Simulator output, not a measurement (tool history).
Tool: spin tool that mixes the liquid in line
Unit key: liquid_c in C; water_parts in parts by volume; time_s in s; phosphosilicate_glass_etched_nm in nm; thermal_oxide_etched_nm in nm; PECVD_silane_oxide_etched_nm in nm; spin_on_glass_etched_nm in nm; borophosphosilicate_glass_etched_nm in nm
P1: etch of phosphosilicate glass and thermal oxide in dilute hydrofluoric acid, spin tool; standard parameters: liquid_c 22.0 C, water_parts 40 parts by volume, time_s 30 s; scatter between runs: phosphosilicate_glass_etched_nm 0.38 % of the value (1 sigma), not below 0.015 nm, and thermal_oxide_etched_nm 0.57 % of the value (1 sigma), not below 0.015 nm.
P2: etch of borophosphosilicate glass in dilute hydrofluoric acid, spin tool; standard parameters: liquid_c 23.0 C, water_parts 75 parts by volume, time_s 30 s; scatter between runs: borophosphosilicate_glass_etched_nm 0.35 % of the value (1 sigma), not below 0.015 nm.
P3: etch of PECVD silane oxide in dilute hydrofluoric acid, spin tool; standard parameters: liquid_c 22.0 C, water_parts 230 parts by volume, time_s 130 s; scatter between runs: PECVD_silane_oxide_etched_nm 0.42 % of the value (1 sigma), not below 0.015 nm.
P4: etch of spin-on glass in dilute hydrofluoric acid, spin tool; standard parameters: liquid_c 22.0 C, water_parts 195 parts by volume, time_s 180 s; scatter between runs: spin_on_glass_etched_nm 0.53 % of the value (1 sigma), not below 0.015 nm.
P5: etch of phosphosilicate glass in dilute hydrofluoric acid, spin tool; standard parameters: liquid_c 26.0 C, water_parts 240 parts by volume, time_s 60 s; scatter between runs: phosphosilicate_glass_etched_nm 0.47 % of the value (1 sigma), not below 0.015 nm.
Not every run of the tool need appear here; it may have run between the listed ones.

run   hour  process  liquid_c  water_parts  time_s  phosphosilicate_glass_etched_nm  thermal_oxide_etched_nm  PECVD_silane_oxide_etched_nm  spin_on_glass_etched_nm  borophosphosilicate_glass_etched_nm
  1    4.6       P1      22.0           40      30                           43.283                   3.5733
  2    9.9       P1      17.0           70      30                           19.298                   1.5703
  3   15.4       P3      17.0          230     130                                                                                  6.9571
  4   21.3       P5      26.0          240      35                           14.856
  5   29.5       P3      22.0          230      35                                                                                  2.2717
  6   33.8       P1      22.0           40      30                           43.036                   3.5718
  7   38.7       P3      22.0          415     130                                                                                  3.9771
  8   44.7       P1      22.0           60      15                           13.946                   1.1730
  9   49.4       P1      22.0           40      15                           21.581                   1.7641
 10   54.1       P5      33.5          240      60                           32.868
 11   59.5       P1      17.0           40      15                           17.464                   1.4370
 12   64.2       P4      22.0           65     180                                                                                                         110.4800
 13   70.4       P1      22.0           40      30                           43.072                   3.5193
 14   74.1       P2      23.0           75      30                                                                                                                                                16.148
 15   82.4       P2      30.5           75      30                                                                                                                                                21.713
 16   89.9       P1      22.0           40      55                           79.031                   6.5421
 17   94.2       P4      30.0          195     180                                                                                                          42.0010
 18  102.6       P5      26.0           55      60                          138.480
 19  108.6       P1      22.0           25      30                           70.175                   5.7836
 20  113.6       P1      22.0           70      30                           23.788                   1.9402
 21  119.9       P4      22.0          195     180                                                                                                          31.8130
 22  126.5       P4      22.0          195      15                                                                                                           2.6079
 23  133.1       P2      23.0           20      30                                                                                                                                                64.830
 24  140.9       P1      22.0           40      30                           43.048                   3.5358
 25  149.4       P1      17.5           40      30                           35.630                   2.9198

For run 26, what comes out?
 26  156.7       P5      26.0          240      60                                ?

For run 26 the tool returned phosphosilicate_glass_etched_nm 25.580 nm.
